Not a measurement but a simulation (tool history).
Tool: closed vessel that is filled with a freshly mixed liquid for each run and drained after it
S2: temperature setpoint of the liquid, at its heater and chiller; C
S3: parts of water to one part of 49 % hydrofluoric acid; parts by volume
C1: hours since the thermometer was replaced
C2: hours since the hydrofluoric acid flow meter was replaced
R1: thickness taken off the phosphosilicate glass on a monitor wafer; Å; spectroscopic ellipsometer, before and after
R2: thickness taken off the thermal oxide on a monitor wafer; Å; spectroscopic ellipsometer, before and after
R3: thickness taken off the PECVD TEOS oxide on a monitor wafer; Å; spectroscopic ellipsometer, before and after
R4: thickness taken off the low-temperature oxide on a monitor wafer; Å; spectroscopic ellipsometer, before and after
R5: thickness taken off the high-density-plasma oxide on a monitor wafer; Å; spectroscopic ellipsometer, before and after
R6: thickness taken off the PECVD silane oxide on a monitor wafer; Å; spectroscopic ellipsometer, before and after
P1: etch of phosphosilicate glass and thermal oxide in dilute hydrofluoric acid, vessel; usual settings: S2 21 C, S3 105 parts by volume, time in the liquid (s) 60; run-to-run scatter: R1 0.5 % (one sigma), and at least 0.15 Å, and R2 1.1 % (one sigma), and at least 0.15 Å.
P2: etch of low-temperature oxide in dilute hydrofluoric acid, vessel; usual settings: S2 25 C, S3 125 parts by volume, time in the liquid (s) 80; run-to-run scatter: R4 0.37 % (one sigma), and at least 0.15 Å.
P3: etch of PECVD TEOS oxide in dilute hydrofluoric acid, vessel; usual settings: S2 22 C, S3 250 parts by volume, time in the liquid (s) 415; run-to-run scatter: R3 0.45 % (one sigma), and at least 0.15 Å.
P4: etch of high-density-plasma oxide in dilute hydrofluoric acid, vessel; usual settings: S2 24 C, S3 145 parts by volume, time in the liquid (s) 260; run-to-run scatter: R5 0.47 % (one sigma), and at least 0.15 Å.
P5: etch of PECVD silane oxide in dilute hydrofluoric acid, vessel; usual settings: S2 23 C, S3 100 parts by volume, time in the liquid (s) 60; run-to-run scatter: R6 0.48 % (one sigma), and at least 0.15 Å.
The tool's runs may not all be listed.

{"run": 1, "hour": 13.3, "process that ran": "P1", "S2": 21, "S3": 105, "time in the liquid (s)": 60, "C1": 1079.4, "C2": 1194, "R1": 555.95, "R2": 23.058}
{"run": 2, "hour": 26.2, "process that ran": "P1", "S2": 21, "S3": 105, "time in the liquid (s)": 60, "C1": 1092.3, "C2": 1206.9, "R1": 557.06, "R2": 23.54}
{"run": 3, "hour": 38.3, "process that ran": "P3", "S2": 22, "S3": 250, "time in the liquid (s)": 110, "C1": 1104.4, "C2": 1219, "R3": 46.864}
{"run": 4, "hour": 56.9, "process that ran": "P2", "S2": 25, "S3": 50, "time in the liquid (s)": 80, "C1": 1123, "C2": 1237.6, "R4": 463.29}
{"run": 5, "hour": 71.6, "process that ran": "P2", "S2": 25, "S3": 125, "time in the liquid (s)": 80, "C1": 1137.7, "C2": 1252.3, "R4": 167.5}
{"hour": 75.7, "done": "hydrofluoric acid flow meter replaced"}
{"run": 6, "hour": 84.2, "process that ran": "P4", "S2": 17, "S3": 145, "time in the liquid (s)": 260, "C1": 1150.3, "C2": 8.5, "R5": 69.394}
{"run": 7, "hour": 93.7, "process that ran": "P1", "S2": 26.5, "S3": 105, "time in the liquid (s)": 60, "C1": 1159.8, "C2": 18, "R1": 692.43, "R2": 29.389}
{"run": 8, "hour": 109.8, "process that ran": "P3", "S2": 22, "S3": 445, "time in the liquid (s)": 415, "C1": 1175.9, "C2": 34.1, "R3": 83.927}
{"run": 9, "hour": 121.6, "process that ran": "P1", "S2": 21, "S3": 160, "time in the liquid (s)": 60, "C1": 1187.7, "C2": 45.9, "R1": 344.1, "R2": 14.636}
{"run": 10, "hour": 139.5, "process that ran": "P2", "S2": 25, "S3": 125, "time in the liquid (s)": 40, "C1": 1205.6, "C2": 63.8, "R4": 83.505}
{"run": 11, "hour": 149.2, "process that ran": "P1", "S2": 21, "S3": 180, "time in the liquid (s)": 105, "C1": 1215.3, "C2": 73.5, "R1": 525.93, "R2": 21.928}
{"run": 12, "hour": 164.5, "process that ran": "P5", "S2": 17, "S3": 100, "time in the liquid (s)": 60, "C1": 1230.6, "C2": 88.8, "R6": 108.16}
{"run": 13, "hour": 178.9, "process that ran": "P1", "S2": 21, "S3": 35, "time in the liquid (s)": 30, "C1": 1245, "C2": 103.2, "R1": 913.17, "R2": 38.227}
{"run": 14, "hour": 194.7, "process that ran": "P1", "S2": 21, "S3": 105, "time in the liquid (s)": 60, "C1": 1260.8, "C2": 119, "R1": 551.29, "R2": 22.98}
{"run": 15, "hour": 209.5, "process that ran": "P5", "S2": 23, "S3": 100, "time in the liquid (s)": 30, "C1": 1275.6, "C2": 133.8, "R6": 69.221}
{"run": 16, "hour": 221.7, "process that ran": "P1", "S2": 21, "S3": 105, "time in the liquid (s)": 60, "C1": 1287.8, "C2": 146, "R1": 552.61, "R2": 23.678}
{"run": 17, "hour": 231.7, "process that ran": "P4", "S2": 24, "S3": 220, "time in the liquid (s)": 260, "C1": 1297.8, "C2": 156, "R5": 55.587}
{"run": 18, "hour": 240.9, "process that ran": "P1", "S2": 21, "S3": 70, "time in the liquid (s)": 60, "C1": 1307, "C2": 165.2, "R1": 864.6, "R2": 36.638}
{"run": 19, "hour": 249.8, "process that ran": "P1", "S2": 21, "S3": 105, "time in the liquid (s)": 100, "C1": 1315.9, "C2": 174.1, "R1": 922.74, "R2": 38.786}
{"run": 20, "hour": 263.2, "process that ran": "P5", "S2": 23, "S3": 100, "time in the liquid (s)": 60, "C1": 1329.3, "C2": 187.5, "R6": 138.31}
{"run": 21, "hour": 274.1, "process that ran": "P4", "S2": 24, "S3": 145, "time in the liquid (s)": 260, "C1": 1340.2, "C2": 198.4, "R5": 92.63}
{"run": 22, "hour": 289.3, "process that ran": "P1", "S2": 21, "S3": 105, "time in the liquid (s)": 30, "C1": 1355.4, "C2": 213.6, "R1": 276.44, "R2": 11.557}
{"run": 23, "hour": 299.7, "process that ran": "P1", "S2": 17, "S3": 105, "time in the liquid (s)": 60, "C1": 1365.8, "C2": 224, "R1": 470.74, "R2": 19.738}
{"run": 24, "hour": 315.3, "process that ran": "P3", "S2": 17, "S3": 250, "time in the liquid (s)": 415, "C1": 1381.4, "C2": 239.6, "R3": 147.27}
{"run": 25, "hour": 332.4, "process that ran": "P2", "S2": 20, "S3": 125, "time in the liquid (s)": 80, "C1": 1398.5, "C2": 256.7, "R4": 137.63}
{"run": 26, "hour": 342.7, "process that ran": "P5", "S2": 23, "S3": 40, "time in the liquid (s)": 60, "C1": 1408.8, "C2": 267, "R6": 376.07}
{"run": 27, "hour": 357.3, "process that ran": "P3", "S2": 22, "S3": 250, "time in the liquid (s)": 415, "C1": 1423.4, "C2": 281.6, "R3": 180.07}
{"run": 28, "hour": 365.9, "process that ran": "P5", "S2": 23, "S3": 100, "time in the liquid (s)": 60, "C1": 1432, "C2": 290.2, "R6": 138.19}
{"run": 29, "hour": 378.8, "process that ran": "P4", "S2": 24, "S3": 145, "time in the liquid (s)": 30, "C1": 1444.9, "C2": 303.1, "R5": 10.666}
{"run": 30, "hour": 392.0, "process that ran": "P1", "S2": 21, "S3": 105, "time in the liquid (s)": 60, "C1": 1458.1, "C2": 316.3, "R1": 551.92, "R2": 24.094}
{"run": 31, "hour": 403.6, "process that ran": "P1", "S2": 21, "S3": 105, "time in the liquid (s)": 60, "C1": 1469.7, "C2": 327.9, "R1": 542.96, "R2": 23.413}
{"run": 32, "hour": 418.8, "process that ran": "P1", "S2": 21, "S3": 105, "time in the liquid (s)": 60, "C1": 1484.9, "C2": 343.1, "R1": 528.73, "R2": 22.748}
{"run": 33, "hour": 435.2, "process that ran": "P1", "S2": 21, "S3": 105, "time in the liquid (s)": 60, "C1": 1501.3, "C2": 359.5, "R1": 525.19, "R2": 22.449}
{"run": 34, "hour": 449.4, "process that ran": "P1", "S2": 21, "S3": 105, "time in the liquid (s)": 60, "C1": 1515.5, "C2": 373.7, "R1": 520.26, "R2": 22.473}
{"run": 35, "hour": 464.4, "process that ran": "P1", "S2": 21, "S3": 105, "time in the liquid (s)": 60, "C1": 1530.5, "C2": 388.7, "R1": 518.54, "R2": 22.395}
{"run": 36, "hour": 481.1, "process that ran": "P1", "S2": 21, "S3": 105, "time in the liquid (s)": 60, "C1": 1547.2, "C2": 405.4, "R1": 511.17, "R2": 21.797}
{"run": 37, "hour": 489.5, "process that ran": "P1", "S2": 21, "S3": 105, "time in the liquid (s)": 60, "C1": 1555.6, "C2": 413.8, "R1": 519.28, "R2": 21.421}
{"run": 38, "hour": 498.0, "process that ran": "P1", "S2": 21, "S3": 105, "time in the liquid (s)": 60, "C1": 1564.1, "C2": 422.3, "R1": 512.66, "R2": 21.413}
{"run": 39, "hour": 511.5, "process that ran": "P1", "S2": 21, "S3": 105, "time in the liquid (s)": 60, "C1": 1577.6, "C2": 435.8, "R1": 514.32, "R2": 21.79}
{"run": 40, "hour": 530.1, "process that ran": "P1", "S2": 21, "S3": 105, "time in the liquid (s)": 60, "C1": 1596.2, "C2": 454.4, "R1": 504.45, "R2": 21.753}
{"run": 41, "hour": 547.1, "process that ran": "P1", "S2": 21, "S3": 105, "time in the liquid (s)": 60, "C1": 1613.2, "C2": 471.4, "R1": 510.97, "R2": 21.353}

What P1 gives has crept away from where it was. These 2 causes fit the log equally well, each at the size given:
A: liquid colder than its thermometer reads (K) = 2.02
B: hydrofluoric acid flow below the setpoint (%) = 7.08
The creep began at about hour 392.

4 check runs are offered, each on 2 wafers whose results are averaged, their results left as question marks. Which one tells the causes apart?
{"run": "check 1", "hour": 564.1, "process that ran": "P5", "S2": 17, "S3": 100, "time in the liquid (s)": 30, "R6": "?"}
{"run": "check 2", "hour": 564.1, "process that ran": "P3", "S2": 22, "S3": 440, "time in the liquid (s)": 415, "R3": "?"}
{"run": "check 3", "hour": 564.1, "process that ran": "P2", "S2": 20, "S3": 125, "time in the liquid (s)": 50, "R4": "?"}
{"run": "check 4", "hour": 564.1, "process that ran": "P4", "S2": 24, "S3": 145, "time in the liquid (s)": 30, "R5": "?"}

What each check would give under each cause:
check=check_1 result=R6 if_A=49.695 if_B=49.928
check=check_2 result=R3 if_A=79.704 if_B=77.091
check=check_3 result=R4 if_A=78.998 if_B=78.907
check=check_4 result=R5 if_A=9.8125 if_B=9.7364
How far apart the two closest causes lie, in the result that separates them most: check 1 0.47 %; check 2 3.33 %; check 3 0.11 %; check 4 0.78 %
Check 2 tells the causes apart: in the others they would give nearly the same result.

Then check 2 was run and gave: R3 80.2 Å. Which cause is it?

It is A: liquid colder than its thermometer reads (K).
